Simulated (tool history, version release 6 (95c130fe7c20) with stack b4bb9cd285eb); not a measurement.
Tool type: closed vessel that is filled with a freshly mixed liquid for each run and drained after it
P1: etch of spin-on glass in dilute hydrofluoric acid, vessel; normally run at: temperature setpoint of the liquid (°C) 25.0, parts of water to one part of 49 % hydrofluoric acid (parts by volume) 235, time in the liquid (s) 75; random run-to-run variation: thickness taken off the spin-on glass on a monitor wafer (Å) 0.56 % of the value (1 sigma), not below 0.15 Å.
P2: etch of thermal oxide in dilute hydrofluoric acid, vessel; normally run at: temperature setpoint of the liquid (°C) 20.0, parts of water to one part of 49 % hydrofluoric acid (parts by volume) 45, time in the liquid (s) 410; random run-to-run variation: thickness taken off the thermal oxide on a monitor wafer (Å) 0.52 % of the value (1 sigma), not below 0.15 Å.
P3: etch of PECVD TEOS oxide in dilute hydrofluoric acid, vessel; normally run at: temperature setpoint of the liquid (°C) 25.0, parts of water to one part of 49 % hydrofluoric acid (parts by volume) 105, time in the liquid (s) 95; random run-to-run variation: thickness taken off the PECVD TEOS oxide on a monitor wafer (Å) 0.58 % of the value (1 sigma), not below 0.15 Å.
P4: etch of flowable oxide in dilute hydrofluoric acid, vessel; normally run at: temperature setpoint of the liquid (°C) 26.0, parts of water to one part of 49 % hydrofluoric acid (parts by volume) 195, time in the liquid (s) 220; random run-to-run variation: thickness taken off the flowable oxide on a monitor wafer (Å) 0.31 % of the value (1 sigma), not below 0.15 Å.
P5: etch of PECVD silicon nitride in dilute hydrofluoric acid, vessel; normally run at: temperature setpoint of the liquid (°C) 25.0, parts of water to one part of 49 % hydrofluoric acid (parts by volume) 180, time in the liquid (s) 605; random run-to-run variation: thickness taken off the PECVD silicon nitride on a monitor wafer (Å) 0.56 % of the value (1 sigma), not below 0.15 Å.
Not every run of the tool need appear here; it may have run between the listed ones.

run,hour,process that ran,temperature setpoint of the liquid (°C),parts of water to one part of 49 % hydrofluoric acid (parts by volume),time in the liquid (s),thickness taken off the spin-on glass on a monitor wafer (Å),thickness taken off the thermal oxide on a monitor wafer (Å),thickness taken off the PECVD TEOS oxide on a monitor wafer (Å),thickness taken off the flowable oxide on a monitor wafer (Å),thickness taken off the PECVD silicon nitride on a monitor wafer (Å)
1,4.3,P1,25.0,235,75,116.040,,,,
2,8.8,P2,20.0,75,410,,225.400,,,
3,14.7,P1,25.0,235,75,116.090,,,,
4,21.2,P3,18.0,105,95,,,164.09,,
5,25.3,P1,20.5,235,75,97.781,,,,
6,30.8,P4,26.0,195,220,,,,290.490,
7,34.0,P2,20.0,45,85,,80.926,,,
8,38.4,P1,19.5,235,120,149.220,,,,
9,41.6,P4,26.0,195,220,,,,291.950,
10,45.6,P1,25.0,235,75,115.640,,,,
11,51.7,P1,25.0,235,75,115.420,,,,
12,58.1,P3,25.0,160,95,,,131.68,,
13,63.3,P1,25.0,235,75,114.560,,,,
14,66.9,P4,31.0,195,220,,,,348.580,
15,71.4,P5,32.0,180,605,,,,,175.480
16,74.6,P3,25.0,105,95,,,214.72,,
17,80.6,P2,20.0,45,410,,387.860,,,
18,83.9,P1,25.0,395,75,58.817,,,,
19,88.8,P1,25.0,60,75,559.520,,,,
20,95.4,P1,29.5,235,75,135.260,,,,
21,100.5,P1,25.0,235,75,115.370,,,,
22,105.9,P4,26.0,65,220,,,,1024.400,
23,110.6,P3,25.0,105,145,,,329.31,,
24,115.0,P4,26.0,195,30,,,,39.449,
25,118.8,P5,25.0,180,150,,,,,28.435
26,122.9,P2,20.0,45,410,,390.340,,,
27,127.7,P1,21.5,235,30,40.810,,,,
28,131.3,P1,25.0,235,30,46.162,,,,
29,135.1,P1,25.0,235,140,216.870,,,,
30,139.5,P2,28.0,45,410,,543.840,,,
31,144.7,P5,25.0,45,605,,,,,451.900
32,149.7,P5,25.0,180,605,,,,,114.580
33,154.1,P1,25.0,235,75,117.010,,,,
34,157.3,P1,25.0,235,75,117.970,,,,
35,161.9,P1,25.0,235,75,119.030,,,,
36,165.0,P1,25.0,235,75,118.880,,,,
37,170.8,P1,25.0,235,75,120.500,,,,
38,174.1,P1,25.0,235,75,120.300,,,,
39,180.6,P1,25.0,235,75,120.170,,,,
40,186.7,P1,25.0,235,75,120.970,,,,
41,190.1,P1,25.0,235,75,122.320,,,,
42,195.5,P1,25.0,235,75,121.100,,,,
43,199.4,P1,25.0,235,75,121.490,,,,

Compared with where it was, what P1 gives has crept away. Each cause listed below fits the log as well as the rest, at the size given for it:
A: liquid hotter than its thermometer reads (K) = 1.39
B: hydrofluoric acid flow above the setpoint (%) = 4.01
Onset of the creep was near hour 154.1.

4 check runs are offered, one wafer each, their results left as question marks. Which one tells the causes apart?
check 1,203.3,P5,30.0,180,605,,,,,?
check 2,203.3,P3,25.0,145,135,,,?,,
check 3,203.3,P4,29.0,195,220,,,,?,
check 4,203.3,P2,26.5,60,410,,?,,,

What each check would give under each cause:
check,result,if A,if B
check 1,thickness taken off the PECVD silicon nitride on a monitor wafer (Å),169.480,162.290
check 2,thickness taken off the PECVD TEOS oxide on a monitor wafer (Å),222.26,220.82
check 3,thickness taken off the flowable oxide on a monitor wafer (Å),341.300,341.320
check 4,thickness taken off the thermal oxide on a monitor wafer (Å),396.230,391.190
Distance between the nearest two causes, measured in the result of the check that separates them most: check 1 4.33 %; check 2 0.65 %; check 3 0.01 %; check 4 1.28 %
Only check 1 tells the causes apart: in the others they would give nearly the same result.

Here is what check 1 returned: thickness taken off the PECVD silicon nitride on a monitor wafer (Å) 162.070. Which cause is it?

It was cause B: hydrofluoric acid flow above the setpoint (%).
